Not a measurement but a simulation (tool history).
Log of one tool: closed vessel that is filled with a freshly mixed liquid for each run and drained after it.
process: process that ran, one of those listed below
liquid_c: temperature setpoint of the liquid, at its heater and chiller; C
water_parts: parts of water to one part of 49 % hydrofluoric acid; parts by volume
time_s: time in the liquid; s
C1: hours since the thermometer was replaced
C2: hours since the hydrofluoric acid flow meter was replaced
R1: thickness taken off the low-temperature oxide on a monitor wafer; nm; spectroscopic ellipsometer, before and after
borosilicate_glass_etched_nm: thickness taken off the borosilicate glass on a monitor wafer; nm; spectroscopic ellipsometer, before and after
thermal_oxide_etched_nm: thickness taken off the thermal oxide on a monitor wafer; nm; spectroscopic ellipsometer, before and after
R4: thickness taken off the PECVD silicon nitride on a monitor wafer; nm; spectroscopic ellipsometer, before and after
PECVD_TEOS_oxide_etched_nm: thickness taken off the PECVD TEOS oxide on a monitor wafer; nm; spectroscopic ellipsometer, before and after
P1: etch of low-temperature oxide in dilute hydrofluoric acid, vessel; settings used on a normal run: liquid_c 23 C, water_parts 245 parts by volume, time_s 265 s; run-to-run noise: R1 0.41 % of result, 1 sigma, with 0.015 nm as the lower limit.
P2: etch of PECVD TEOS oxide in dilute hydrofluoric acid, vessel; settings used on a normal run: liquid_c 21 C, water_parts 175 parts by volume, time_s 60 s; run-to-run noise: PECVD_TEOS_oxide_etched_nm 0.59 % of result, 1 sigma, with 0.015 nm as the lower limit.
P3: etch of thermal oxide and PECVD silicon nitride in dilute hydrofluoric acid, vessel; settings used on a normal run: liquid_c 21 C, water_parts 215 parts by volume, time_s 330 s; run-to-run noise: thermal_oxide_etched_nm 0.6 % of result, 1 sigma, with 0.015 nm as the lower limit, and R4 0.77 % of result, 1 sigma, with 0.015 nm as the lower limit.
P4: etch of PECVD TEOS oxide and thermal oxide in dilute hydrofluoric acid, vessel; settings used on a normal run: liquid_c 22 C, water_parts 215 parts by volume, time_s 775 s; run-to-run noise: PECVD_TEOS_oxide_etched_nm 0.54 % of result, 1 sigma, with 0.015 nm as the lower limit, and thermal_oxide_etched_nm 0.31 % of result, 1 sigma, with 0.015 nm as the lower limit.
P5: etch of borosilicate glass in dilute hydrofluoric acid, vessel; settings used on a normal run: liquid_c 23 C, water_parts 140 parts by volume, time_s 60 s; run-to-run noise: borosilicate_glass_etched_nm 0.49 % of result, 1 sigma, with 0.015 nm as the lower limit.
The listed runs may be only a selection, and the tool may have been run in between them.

Run 1, hour 13.6: process P1, liquid_c 23 C, water_parts 245 parts by volume, time_s 265 s; C1 1271; C2 552.9. Result: R1 12.747 nm.
Run 2, hour 22.8: process P1, liquid_c 23 C, water_parts 245 parts by volume, time_s 265 s; C1 1280.2; C2 562.1. Result: R1 12.846 nm.
Run 3, hour 36: process P1, liquid_c 23 C, water_parts 245 parts by volume, time_s 455 s; C1 1293.4; C2 575.3. Result: R1 21.881 nm.
Run 4, hour 47.4: process P5, liquid_c 23 C, water_parts 30 parts by volume, time_s 60 s; C1 1304.8; C2 586.7. Result: borosilicate_glass_etched_nm 68.416 nm.
Run 5, hour 63: process P5, liquid_c 23 C, water_parts 140 parts by volume, time_s 60 s; C1 1320.4; C2 602.3. Result: borosilicate_glass_etched_nm 12.717 nm.
Run 6, hour 72.2: process P3, liquid_c 28.5 C, water_parts 215 parts by volume, time_s 330 s; C1 1329.6; C2 611.5. Result: thermal_oxide_etched_nm 7.506 nm, R4 5.0854 nm.
Run 7, hour 87.5: process P1, liquid_c 23 C, water_parts 245 parts by volume, time_s 265 s; C1 1344.9; C2 626.8. Result: R1 12.727 nm.
Run 8, hour 96.7: process P5, liquid_c 23 C, water_parts 140 parts by volume, time_s 60 s; C1 1354.1; C2 636. Result: borosilicate_glass_etched_nm 12.839 nm.
Run 9, hour 112: process P4, liquid_c 22 C, water_parts 215 parts by volume, time_s 775 s; C1 1369.4; C2 651.3. Result: thermal_oxide_etched_nm 13.311 nm, PECVD_TEOS_oxide_etched_nm 49.678 nm.
Run 10, hour 124.1: process P3, liquid_c 21 C, water_parts 215 parts by volume, time_s 185 s; C1 1381.5; C2 663.4. Result: thermal_oxide_etched_nm 3.2227 nm, R4 1.7456 nm.
Run 11, hour 135.3: process P1, liquid_c 23 C, water_parts 245 parts by volume, time_s 80 s; C1 1392.7; C2 674.6. Result: R1 3.8624 nm.
Run 12, hour 152: process P3, liquid_c 21 C, water_parts 215 parts by volume, time_s 330 s; C1 1409.4; C2 691.3. Result: thermal_oxide_etched_nm 5.6633 nm, R4 3.1995 nm.
Run 13, hour 162.3: process P2, liquid_c 21 C, water_parts 175 parts by volume, time_s 115 s; C1 1419.7; C2 701.6. Result: PECVD_TEOS_oxide_etched_nm 7.9099 nm.
Run 14, hour 172.3: process P1, liquid_c 23 C, water_parts 100 parts by volume, time_s 265 s; C1 1429.7; C2 711.6. Result: R1 36.733 nm.
Run 15, hour 188.6: process P4, liquid_c 22 C, water_parts 215 parts by volume, time_s 1135 s; C1 1446; C2 727.9. Result: thermal_oxide_etched_nm 19.643 nm, PECVD_TEOS_oxide_etched_nm 73.642 nm.
Run 16, hour 205.1: process P1, liquid_c 27 C, water_parts 245 parts by volume, time_s 265 s; C1 1462.5; C2 744.4. Result: R1 14.706 nm.
Run 17, hour 216.8: process P5, liquid_c 23 C, water_parts 140 parts by volume, time_s 30 s; C1 1474.2; C2 756.1. Result: borosilicate_glass_etched_nm 6.3617 nm.
Run 18, hour 231.4: process P1, liquid_c 23 C, water_parts 430 parts by volume, time_s 265 s; C1 1488.8; C2 770.7. Result: R1 6.0892 nm.
Run 19, hour 244.5: process P4, liquid_c 22 C, water_parts 215 parts by volume, time_s 775 s; C1 1501.9; C2 783.8. Result: thermal_oxide_etched_nm 13.378 nm, PECVD_TEOS_oxide_etched_nm 49.418 nm.
Run 20, hour 259.7: process P4, liquid_c 17 C, water_parts 215 parts by volume, time_s 775 s; C1 1517.1; C2 799. Result: thermal_oxide_etched_nm 11.033 nm, PECVD_TEOS_oxide_etched_nm 41.372 nm.
Run 21, hour 274.1: process P1, liquid_c 31 C, water_parts 245 parts by volume, time_s 120 s; C1 1531.5; C2 813.4. Result: R1 7.5988 nm.
Run 22, hour 289.5: process P5, liquid_c 31.5 C, water_parts 140 parts by volume, time_s 60 s; C1 1546.9; C2 828.8. Result: borosilicate_glass_etched_nm 17.464 nm.
Run 23, hour 304.5: process P3, liquid_c 21 C, water_parts 215 parts by volume, time_s 330 s; C1 1561.9; C2 843.8. Result: thermal_oxide_etched_nm 5.7819 nm, R4 3.2197 nm.
Run 24, hour 315.3: process P3, liquid_c 21 C, water_parts 70 parts by volume, time_s 330 s; C1 1572.7; C2 854.6. Result: thermal_oxide_etched_nm 20.543 nm, R4 9.6425 nm.

Estimate the outcome of run 25 from the log above:
Run 25, hour 323.4: process P1, liquid_c 17 C, water_parts 245 parts by volume, time_s 265 s; C1 1580.8; C2 862.7. Result: R1 ?.

R1: 10.071 nm
